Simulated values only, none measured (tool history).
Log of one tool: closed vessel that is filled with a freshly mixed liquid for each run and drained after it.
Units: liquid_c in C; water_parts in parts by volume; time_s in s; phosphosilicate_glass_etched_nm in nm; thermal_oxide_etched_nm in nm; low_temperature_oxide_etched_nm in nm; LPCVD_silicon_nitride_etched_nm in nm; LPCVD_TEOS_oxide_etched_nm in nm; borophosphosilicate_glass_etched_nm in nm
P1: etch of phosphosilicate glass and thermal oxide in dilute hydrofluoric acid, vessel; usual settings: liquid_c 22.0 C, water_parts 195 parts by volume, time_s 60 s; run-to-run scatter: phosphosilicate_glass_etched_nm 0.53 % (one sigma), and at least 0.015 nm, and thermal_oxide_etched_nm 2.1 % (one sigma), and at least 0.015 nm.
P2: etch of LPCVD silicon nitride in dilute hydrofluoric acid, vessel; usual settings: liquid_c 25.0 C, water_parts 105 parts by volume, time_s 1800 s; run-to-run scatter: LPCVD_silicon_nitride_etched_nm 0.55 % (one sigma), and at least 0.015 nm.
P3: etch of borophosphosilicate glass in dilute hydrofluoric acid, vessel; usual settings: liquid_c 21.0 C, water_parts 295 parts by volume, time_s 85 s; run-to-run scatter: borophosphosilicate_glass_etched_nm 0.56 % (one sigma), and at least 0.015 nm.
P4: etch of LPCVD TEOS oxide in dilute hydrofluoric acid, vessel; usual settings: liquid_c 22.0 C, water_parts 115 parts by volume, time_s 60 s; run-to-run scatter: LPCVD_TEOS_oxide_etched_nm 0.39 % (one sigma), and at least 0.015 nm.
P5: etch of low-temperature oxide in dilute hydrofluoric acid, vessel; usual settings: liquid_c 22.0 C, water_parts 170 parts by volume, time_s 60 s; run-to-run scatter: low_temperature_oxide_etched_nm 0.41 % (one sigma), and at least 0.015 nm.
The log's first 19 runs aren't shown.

run,hour,process,liquid_c,water_parts,time_s,hours since the thermometer was replaced,hours since the hydrofluoric acid flow meter was replaced,phosphosilicate_glass_etched_nm,thermal_oxide_etched_nm,low_temperature_oxide_etched_nm,LPCVD_silicon_nitride_etched_nm,LPCVD_TEOS_oxide_etched_nm,borophosphosilicate_glass_etched_nm
20,244.7,P1,22.0,195,60,672.6,341.7,50.151,1.16000,,,,
21,255.3,P3,21.0,530,85,683.2,352.3,,,,,,5.5012
22,268.7,P1,22.0,195,60,696.6,365.7,50.446,1.13530,,,,
23,285.1,P1,22.0,195,60,713.0,382.1,50.008,1.13080,,,,
24,294.1,P1,22.0,195,60,722.0,391.1,49.540,1.15490,,,,
25,301.7,P1,22.0,295,60,729.6,398.7,29.900,0.70482,,,,
# hour 310.2: thermometer replaced
26,310.3,P1,22.0,195,95,0.2,407.3,79.676,1.80340,,,,
27,324.2,P2,25.0,105,1800,14.1,421.2,,,,8.7750,,
28,333.6,P1,22.0,195,30,23.5,430.6,24.832,0.56331,,,,
29,350.6,P1,26.5,195,60,40.5,447.6,58.921,1.34700,,,,
30,365.6,P1,22.0,285,30,55.5,462.6,15.608,0.38288,,,,
31,375.5,P1,22.0,195,60,65.4,472.5,50.254,1.13990,,,,
32,383.2,P1,22.0,195,60,73.1,480.2,49.212,1.17730,,,,
33,393.6,P1,22.0,195,60,83.5,490.6,48.813,1.08340,,,,
34,404.5,P1,22.0,195,60,94.4,501.5,48.209,1.05590,,,,

The next listed run, before its measurement:
35,413.3,P1,22.0,195,60,103.2,510.3,?,?,,,,

Run 35 gave phosphosilicate_glass_etched_nm 47.841 nm, thermal_oxide_etched_nm 1.12200 nm.

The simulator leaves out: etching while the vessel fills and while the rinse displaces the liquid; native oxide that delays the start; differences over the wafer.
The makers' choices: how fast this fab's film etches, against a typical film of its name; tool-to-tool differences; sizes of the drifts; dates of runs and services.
